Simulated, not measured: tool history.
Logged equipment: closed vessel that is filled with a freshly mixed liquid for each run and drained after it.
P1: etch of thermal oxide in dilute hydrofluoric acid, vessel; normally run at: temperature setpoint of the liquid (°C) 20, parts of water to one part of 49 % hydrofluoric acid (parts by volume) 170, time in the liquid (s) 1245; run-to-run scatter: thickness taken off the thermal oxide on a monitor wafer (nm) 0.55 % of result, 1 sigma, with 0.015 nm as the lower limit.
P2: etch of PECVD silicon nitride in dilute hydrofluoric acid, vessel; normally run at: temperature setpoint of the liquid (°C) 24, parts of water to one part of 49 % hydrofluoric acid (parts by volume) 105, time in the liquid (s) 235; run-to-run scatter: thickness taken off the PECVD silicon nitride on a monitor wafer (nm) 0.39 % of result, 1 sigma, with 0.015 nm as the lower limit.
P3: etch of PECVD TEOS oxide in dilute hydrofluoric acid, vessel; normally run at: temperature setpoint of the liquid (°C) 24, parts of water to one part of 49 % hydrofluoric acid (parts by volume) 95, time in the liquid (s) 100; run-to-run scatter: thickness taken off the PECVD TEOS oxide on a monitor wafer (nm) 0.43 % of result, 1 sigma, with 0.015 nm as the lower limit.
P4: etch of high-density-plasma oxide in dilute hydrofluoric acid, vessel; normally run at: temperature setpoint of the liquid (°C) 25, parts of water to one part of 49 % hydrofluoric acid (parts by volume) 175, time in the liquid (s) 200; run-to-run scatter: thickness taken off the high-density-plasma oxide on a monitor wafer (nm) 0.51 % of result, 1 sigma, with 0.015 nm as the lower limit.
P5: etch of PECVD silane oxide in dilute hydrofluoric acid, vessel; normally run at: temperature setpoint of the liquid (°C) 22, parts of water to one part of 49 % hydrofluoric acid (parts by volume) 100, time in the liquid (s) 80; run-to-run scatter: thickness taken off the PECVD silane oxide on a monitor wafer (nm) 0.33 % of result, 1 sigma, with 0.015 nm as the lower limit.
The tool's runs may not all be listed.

| run | hour | process that ran | temperature setpoint of the liquid (°C) | parts of water to one part of 49 % hydrofluoric acid (parts by volume) | time in the liquid (s) | hours since the thermometer was replaced | hours since the hydrofluoric acid flow meter was replaced | thickness taken off the thermal oxide on a monitor wafer (nm) | thickness taken off the PECVD silicon nitride on a monitor wafer (nm) | thickness taken off the PECVD TEOS oxide on a monitor wafer (nm) | thickness taken off the high-density-plasma oxide on a monitor wafer (nm) | thickness taken off the PECVD silane oxide on a monitor wafer (nm) |
|---|---|---|---|---|---|---|---|---|---|---|---|---|
| 1 | 7.5 | P1 | 20 | 170 | 1245 | 1289.9 | 500.8 | 27.901 |  |  |  |  |
| 2 | 11.9 | P2 | 24 | 25 | 235 | 1294.3 | 505.2 |  | 51.049 |  |  |  |
| 3 | 16.4 | P3 | 24 | 95 | 100 | 1298.8 | 509.7 |  |  | 13.691 |  |  |
| 4 | 24.4 | P1 | 20 | 170 | 1245 | 1306.8 | 517.7 | 28.136 |  |  |  |  |
| 5 | 29.8 | P4 | 30.5 | 175 | 200 | 1312.2 | 523.1 |  |  |  | 11.799 |  |
| 6 | 39 | P5 | 22 | 175 | 80 | 1321.4 | 532.3 |  |  |  |  | 7.8574 |
| 7 | 48.1 | P3 | 24 | 95 | 30 | 1330.5 | 541.4 |  |  | 4.1033 |  |  |
| 8 | 53.4 | P1 | 20 | 170 | 2095 | 1335.8 | 546.7 | 47.12 |  |  |  |  |
| 9 | 59.1 | P4 | 25 | 175 | 200 | 1341.5 | 552.4 |  |  |  | 9.5826 |  |
| 10 | 63.6 | P1 | 27.5 | 170 | 1245 | 1346 | 556.9 | 36.855 |  |  |  |  |
| 11 | 72.6 | P3 | 24 | 170 | 100 | 1355 | 565.9 |  |  | 7.0216 |  |  |
| 12 | 79.8 | P1 | 20 | 170 | 155 | 1362.2 | 573.1 | 3.4776 |  |  |  |  |
| 13 | 84.3 | P1 | 28 | 255 | 1245 | 1366.7 | 577.6 | 22.863 |  |  |  |  |
| 14 | 93.2 | P5 | 22 | 100 | 155 | 1375.6 | 586.5 |  |  |  |  | 29.066 |
| 15 | 101.7 | P5 | 28 | 100 | 80 | 1384.1 | 595 |  |  |  |  | 19.087 |
| 16 | 109.2 | P4 | 25 | 175 | 30 | 1391.6 | 602.5 |  |  |  | 1.4713 |  |
| 17 | 117.8 | P1 | 20 | 265 | 1245 | 1400.2 | 611.1 | 16.282 |  |  |  |  |
| 18 | 125.6 | P1 | 17 | 170 | 1245 | 1408 | 618.9 | 24.907 |  |  |  |  |
| 19 | 131.8 | P3 | 24 | 95 | 100 | 1414.2 | 625.1 |  |  | 13.684 |  |  |
| 20 | 141.2 | P2 | 31 | 105 | 235 | 1423.6 | 634.5 |  | 19.75 |  |  |  |

Expected results for the next run?
| 21 | 146.5 | P1 | 20 | 170 | 1245 | 1428.9 | 639.8 | ? |  |  |  |  |

thickness taken off the thermal oxide on a monitor wafer (nm): 28.089

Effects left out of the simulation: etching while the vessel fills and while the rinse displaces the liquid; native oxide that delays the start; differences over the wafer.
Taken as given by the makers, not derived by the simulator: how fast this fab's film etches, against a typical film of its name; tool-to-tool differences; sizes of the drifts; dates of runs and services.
